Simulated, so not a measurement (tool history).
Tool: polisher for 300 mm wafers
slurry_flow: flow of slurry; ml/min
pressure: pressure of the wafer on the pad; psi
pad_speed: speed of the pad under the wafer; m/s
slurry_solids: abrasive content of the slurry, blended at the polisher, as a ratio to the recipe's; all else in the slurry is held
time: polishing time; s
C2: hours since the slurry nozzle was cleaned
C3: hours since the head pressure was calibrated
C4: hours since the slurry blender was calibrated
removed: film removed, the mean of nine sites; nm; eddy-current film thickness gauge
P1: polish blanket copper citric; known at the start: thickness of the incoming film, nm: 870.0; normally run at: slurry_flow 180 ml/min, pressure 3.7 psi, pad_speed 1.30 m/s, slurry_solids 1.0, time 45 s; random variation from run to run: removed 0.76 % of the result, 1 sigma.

run 1 hour=7.1 | slurry_flow=180 pressure=3.7 pad_speed=1.30 slurry_solids=1.0 time=45 | wafers_polished_on_this_pad=375 C2=161.2 C3=230.1 C4=82.4 | removed=168.230
run 2 hour=14.6 | slurry_flow=245 pressure=3.7 pad_speed=1.30 slurry_solids=1.0 time=45 | wafers_polished_on_this_pad=468 C2=168.7 C3=237.6 C4=89.9 | removed=172.750
run 3 hour=21.7 | slurry_flow=180 pressure=3.7 pad_speed=1.30 slurry_solids=1.0 time=45 | wafers_polished_on_this_pad=556 C2=175.8 C3=244.7 C4=97.0 | removed=163.700
run 4 hour=28.0 | slurry_flow=180 pressure=5.6 pad_speed=1.30 slurry_solids=1.0 time=45 | wafers_polished_on_this_pad=634 C2=182.1 C3=251.0 C4=103.3 | removed=249.760
-- hour=36.2 slurry blender recalibrated
run 5 hour=37.5 | slurry_flow=180 pressure=3.7 pad_speed=1.30 slurry_solids=1.0 time=70 | wafers_polished_on_this_pad=752 C2=191.6 C3=260.5 C4=1.4 | removed=257.010
run 6 hour=44.1 | slurry_flow=180 pressure=2.5 pad_speed=1.30 slurry_solids=1.4 time=45 | wafers_polished_on_this_pad=834 C2=198.2 C3=267.1 C4=8.0 | removed=121.130
run 7 hour=49.0 | slurry_flow=180 pressure=3.7 pad_speed=1.30 slurry_solids=0.5 time=45 | wafers_polished_on_this_pad=894 C2=203.1 C3=272.0 C4=12.9 | removed=142.230
run 8 hour=56.6 | slurry_flow=115 pressure=3.7 pad_speed=1.30 slurry_solids=1.0 time=45 | wafers_polished_on_this_pad=989 C2=210.7 C3=279.6 C4=20.5 | removed=152.860
run 9 hour=64.2 | slurry_flow=180 pressure=3.7 pad_speed=1.30 slurry_solids=1.2 time=45 | wafers_polished_on_this_pad=1083 C2=218.3 C3=287.2 C4=28.1 | removed=172.950
run 10 hour=71.2 | slurry_flow=180 pressure=1.9 pad_speed=1.30 slurry_solids=1.0 time=45 | wafers_polished_on_this_pad=1169 C2=225.3 C3=294.2 C4=35.1 | removed=86.752
run 11 hour=76.7 | slurry_flow=180 pressure=3.7 pad_speed=1.30 slurry_solids=1.0 time=45 | wafers_polished_on_this_pad=1238 C2=230.8 C3=299.7 C4=40.6 | removed=162.670
run 12 hour=82.7 | slurry_flow=180 pressure=3.7 pad_speed=1.30 slurry_solids=1.0 time=45 | wafers_polished_on_this_pad=1312 C2=236.8 C3=305.7 C4=46.6 | removed=166.910
run 13 hour=92.1 | slurry_flow=180 pressure=3.7 pad_speed=1.30 slurry_solids=1.0 time=45 | wafers_polished_on_this_pad=1428 C2=246.2 C3=315.1 C4=56.0 | removed=166.360
run 14 hour=99.0 | slurry_flow=180 pressure=3.7 pad_speed=1.30 slurry_solids=1.0 time=26 | wafers_polished_on_this_pad=1514 C2=253.1 C3=322.0 C4=62.9 | removed=95.292
run 15 hour=107.8 | slurry_flow=180 pressure=3.7 pad_speed=1.30 slurry_solids=1.0 time=45 | wafers_polished_on_this_pad=1623 C2=261.9 C3=330.8 C4=71.7 | removed=164.240
run 16 hour=112.5 | slurry_flow=180 pressure=3.7 pad_speed=0.80 slurry_solids=1.0 time=45 | wafers_polished_on_this_pad=1681 C2=266.6 C3=335.5 C4=76.4 | removed=102.410
run 17 hour=120.4 | slurry_flow=180 pressure=3.7 pad_speed=1.92 slurry_solids=1.0 time=45 | wafers_polished_on_this_pad=1779 C2=274.5 C3=343.4 C4=84.3 | removed=241.500
run 18 hour=125.4 | slurry_flow=280 pressure=3.7 pad_speed=1.30 slurry_solids=1.3 time=45 | wafers_polished_on_this_pad=1841 C2=279.5 C3=348.4 C4=89.3 | removed=185.310
run 19 hour=134.6 | slurry_flow=180 pressure=3.7 pad_speed=1.30 slurry_solids=1.0 time=45 | wafers_polished_on_this_pad=1955 C2=288.7 C3=357.6 C4=98.5 | removed=165.200
run 20 hour=143.0 | slurry_flow=180 pressure=3.7 pad_speed=1.30 slurry_solids=1.0 time=45 | wafers_polished_on_this_pad=2059 C2=297.1 C3=366.0 C4=106.9 | removed=158.850
run 21 hour=150.3 | slurry_flow=180 pressure=3.7 pad_speed=1.30 slurry_solids=1.0 time=45 | wafers_polished_on_this_pad=2149 C2=304.4 C3=373.3 C4=114.2 | removed=159.450
-- hour=153.4 head pressure recalibrated
run 22 hour=156.7 | slurry_flow=180 pressure=3.7 pad_speed=1.30 slurry_solids=1.0 time=45 | wafers_polished_on_this_pad=2229 C2=310.8 C3=3.3 C4=120.6 | removed=157.460
-- hour=158.1 slurry blender recalibrated
run 23 hour=163.8 | slurry_flow=180 pressure=3.7 pad_speed=1.30 slurry_solids=1.0 time=45 | wafers_polished_on_this_pad=2317 C2=317.9 C3=10.4 C4=5.7 | removed=155.970
run 24 hour=172.7 | slurry_flow=180 pressure=3.7 pad_speed=1.30 slurry_solids=1.0 time=45 | wafers_polished_on_this_pad=2427 C2=326.8 C3=19.3 C4=14.6 | removed=154.030
run 25 hour=181.2 | slurry_flow=180 pressure=3.7 pad_speed=1.30 slurry_solids=1.0 time=45 | wafers_polished_on_this_pad=2532 C2=335.3 C3=27.8 C4=23.1 | removed=156.730
run 26 hour=187.1 | slurry_flow=180 pressure=3.7 pad_speed=1.30 slurry_solids=1.0 time=45 | wafers_polished_on_this_pad=2605 C2=341.2 C3=33.7 C4=29.0 | removed=156.800

What P1 gives has crept away from where it was. These 2 causes fit the log equally well, each at the size given:
A: removal rate lost through wear of the pad, % = 5.78
B: slurry flow missing at the pad, % = 29.1
The creep began at about hour 134.6.
Why every other cause is out:
head's pressure below its setpoint, %: serviced at hour 153.4, which brought nothing back
abrasive missing from the slurry, %: serviced at hour 158.1, which brought nothing back

4 check runs are offered, each on 5 wafers whose results are averaged, their results left as question marks. Which one tells the causes apart?
run check 1 hour=193.0 | slurry_flow=120 pressure=2.5 pad_speed=1.30 slurry_solids=1.0 time=45 | removed=?
run check 2 hour=193.0 | slurry_flow=180 pressure=5.2 pad_speed=1.30 slurry_solids=1.0 time=45 | removed=?
run check 3 hour=193.0 | slurry_flow=180 pressure=3.7 pad_speed=1.30 slurry_solids=1.0 time=62 | removed=?
run check 4 hour=193.0 | slurry_flow=180 pressure=3.7 pad_speed=1.30 slurry_solids=0.6 time=45 | removed=?

What each check would give under each cause:
check=check_1 result=removed if_A=98.697 if_B=96.137
check=check_2 result=removed if_A=218.130 if_B=218.130
check=check_3 result=removed if_A=214.780 if_B=214.780
check=check_4 result=removed if_A=140.200 if_B=140.200
How far apart the two closest causes lie, in the result that separates them most: check 1 2.63 %; check 2 0 %; check 3 0 %; check 4 0 %
Only check 1 tells the causes apart: in the others they would give nearly the same result.

Then check 1 was run and gave: removed 98.787 nm. Which cause is it?

It is A: removal rate lost through wear of the pad, %.
